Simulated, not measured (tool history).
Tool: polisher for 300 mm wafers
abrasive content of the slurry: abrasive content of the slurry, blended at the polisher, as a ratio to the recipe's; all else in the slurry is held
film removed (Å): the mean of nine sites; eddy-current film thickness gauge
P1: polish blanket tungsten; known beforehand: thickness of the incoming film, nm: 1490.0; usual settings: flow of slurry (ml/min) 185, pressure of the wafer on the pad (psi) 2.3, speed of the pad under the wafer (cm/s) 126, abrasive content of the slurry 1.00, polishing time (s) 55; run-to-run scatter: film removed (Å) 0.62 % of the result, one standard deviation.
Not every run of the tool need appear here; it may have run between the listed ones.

run    day  flow of slurry (ml/min)  pressure of the wafer on the pad (psi)  speed of the pad under the wafer (cm/s)  abrasive content of the slurry  polishing time (s)  wafers polished on this pad  hours since the slurry nozzle was cleaned  hours since the head pressure was calibrated  hours since the slurry blender was calibrated  hours since the slurry got fresh peroxide  film removed (Å)
  1  0.404                      185                                     2.3                                      126                            1.00                  55                          811                                      245.8                                         297.5                                          203.1                                       19.7            1684.5
  2  0.708                      185                                     2.3                                      126                            1.00                  55                          917                                      253.1                                         304.8                                          210.4                                       27.0            1709.6
  3  1.129                      185                                     2.3                                      126                            1.25                  55                         1064                                      263.2                                         314.9                                          220.5                                       37.1            1791.8
  4  1.408                      185                                     1.6                                      126                            1.00                  55                         1161                                      269.9                                         321.6                                          227.2                                       43.8            1190.8
  5  1.825                      185                                     2.3                                      126                            1.00                  55                         1307                                      279.9                                         331.6                                          237.2                                       53.8            1710.1
  6  2.275                      185                                     3.0                                      126                            0.75                  55                         1464                                      290.7                                         342.4                                          248.0                                       64.6            2086.5
  7  2.750                      185                                     2.3                                      194                            1.00                  55                         1629                                      302.1                                         353.8                                          259.4                                       76.0            2633.6
  8  3.212                      185                                     2.3                                      126                            0.50                  55                         1791                                      313.2                                         364.9                                          270.5                                       87.1            1475.9
  9  3.500                      185                                     2.3                                      126                            1.00                  37                         1891                                      320.1                                         371.8                                          277.4                                       94.0            1143.2
 10  3.967                      185                                     2.3                                      190                            0.65                  55                         2054                                      331.3                                         383.0                                          288.6                                      105.2            2320.2
 11  4.392                      280                                     2.3                                      126                            1.00                  55                         2202                                      341.5                                         393.2                                          298.8                                      115.4            1793.1
 12  4.792                      185                                     2.3                                      126                            1.00                  76                         2342                                      351.1                                         402.8                                          308.4                                      125.0            2334.3
 13  5.262                      185                                     3.1                                      126                            1.00                  55                         2506                                      362.4                                         414.1                                          319.7                                      136.3            2306.3
 14  5.521                      185                                     2.3                                      126                            1.00                  55                         2597                                      368.6                                         420.3                                          325.9                                      142.5            1685.6
 15  5.825                      110                                     2.3                                      126                            1.00                  55                         2703                                      375.9                                         427.6                                          333.2                                      149.8            1563.2
 16  6.158                      185                                     2.3                                      126                            1.45                  35                         2819                                      383.9                                         435.6                                          341.2                                      157.8            1179.7
 17  6.525                      185                                     2.3                                       74                            1.00                  55                         2947                                      392.7                                         444.4                                          350.0                                      166.6             999.4
 18  6.792                      185                                     2.3                                      126                            1.00                  55                         3040                                      399.1                                         450.8                                          356.4                                      173.0            1712.7
 19  7.129                      185                                     2.3                                      126                            1.00                  55                         3158                                      407.2                                         458.9                                          364.5                                      181.1            1667.0
 20  7.421                      185                                     2.3                                      126                            1.00                  55                         3260                                      414.2                                         465.9                                          371.5                                      188.1            1634.8
 21  7.729                      185                                     2.3                                      126                            1.00                  55                         3367                                      421.6                                         473.3                                          378.9                                      195.5            1633.9
 22  8.096                      185                                     2.3                                      126                            1.00                  55                         3495                                      430.4                                         482.1                                          387.7                                      204.3            1593.4

Run 23 comes next. What will it give?
     8.250  -- slurry tank refilled with fresh slurry and peroxide
     8.300  -- head pressure recalibrated
 23  8.517                      185                                     2.3                                      126                            1.00                  55                         3642                                      440.5                                           5.2                                          397.8                                        6.5                 ?

Run 23 came out at film removed (Å) 1574.9.

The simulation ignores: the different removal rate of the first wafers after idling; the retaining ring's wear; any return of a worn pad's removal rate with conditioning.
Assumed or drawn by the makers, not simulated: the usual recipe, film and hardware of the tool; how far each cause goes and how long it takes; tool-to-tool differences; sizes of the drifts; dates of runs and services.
